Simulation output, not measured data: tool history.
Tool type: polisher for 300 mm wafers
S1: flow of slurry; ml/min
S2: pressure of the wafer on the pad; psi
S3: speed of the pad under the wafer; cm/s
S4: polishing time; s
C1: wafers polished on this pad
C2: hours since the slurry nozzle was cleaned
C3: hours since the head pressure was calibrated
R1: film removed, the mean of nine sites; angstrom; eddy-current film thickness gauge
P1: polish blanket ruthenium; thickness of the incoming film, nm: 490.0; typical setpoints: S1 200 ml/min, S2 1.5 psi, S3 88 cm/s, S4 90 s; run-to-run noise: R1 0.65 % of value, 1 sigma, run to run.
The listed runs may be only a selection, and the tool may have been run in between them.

| run | hour | S1 | S2 | S3 | S4 | C1 | C2 | C3 | R1 |
|---|---|---|---|---|---|---|---|---|---|
| 1 | 12.7 | 200 | 1.5 | 88 | 90 | 828 | 104.6 | 174.4 | 611.59 |
| 2 | 24.1 | 200 | 1.5 | 88 | 47 | 923 | 116 | 185.8 | 318.52 |
| 3 | 36 | 200 | 1.9 | 88 | 45 | 1023 | 127.9 | 197.7 | 388.27 |
| 4 | 46.7 | 305 | 1.5 | 88 | 90 | 1112 | 138.6 | 208.4 | 642.14 |
| 5 | 60.5 | 200 | 1.5 | 118 | 90 | 1228 | 152.4 | 222.2 | 824.48 |
| 6 | 75 | 200 | 1.5 | 88 | 90 | 1349 | 166.9 | 236.7 | 616.73 |
| 7 | 87.2 | 200 | 2.3 | 88 | 90 | 1451 | 179.1 | 248.9 | 940.48 |
| 8 | 103.7 | 200 | 1.5 | 40 | 90 | 1589 | 195.6 | 265.4 | 278.38 |
| 9 | 115.2 | 120 | 1.5 | 88 | 90 | 1685 | 207.1 | 276.9 | 563.73 |
| 10 | 126.1 | 200 | 1.5 | 88 | 90 | 1776 | 218 | 287.8 | 612.4 |
| 11 | 135.8 | 200 | 1.5 | 88 | 90 | 1858 | 227.7 | 297.5 | 612.74 |
| 12 | 149 | 200 | 1.5 | 88 | 140 | 1968 | 240.9 | 310.7 | 952.54 |
| 13 | 156.7 | 200 | 1.1 | 88 | 90 | 2032 | 248.6 | 318.4 | 446.42 |
| 14 | 171.4 | 200 | 1.5 | 88 | 90 | 2155 | 263.3 | 333.1 | 614.32 |
| 15 | 182.5 | 200 | 1.5 | 88 | 90 | 2248 | 274.4 | 344.2 | 608.68 |

Run 16 is up next; what results do you expect?
| 16 | 195.2 | 200 | 1.5 | 88 | 90 | 2354 | 287.1 | 356.9 | ? |

{"run 16": {"R1": 596.22}}
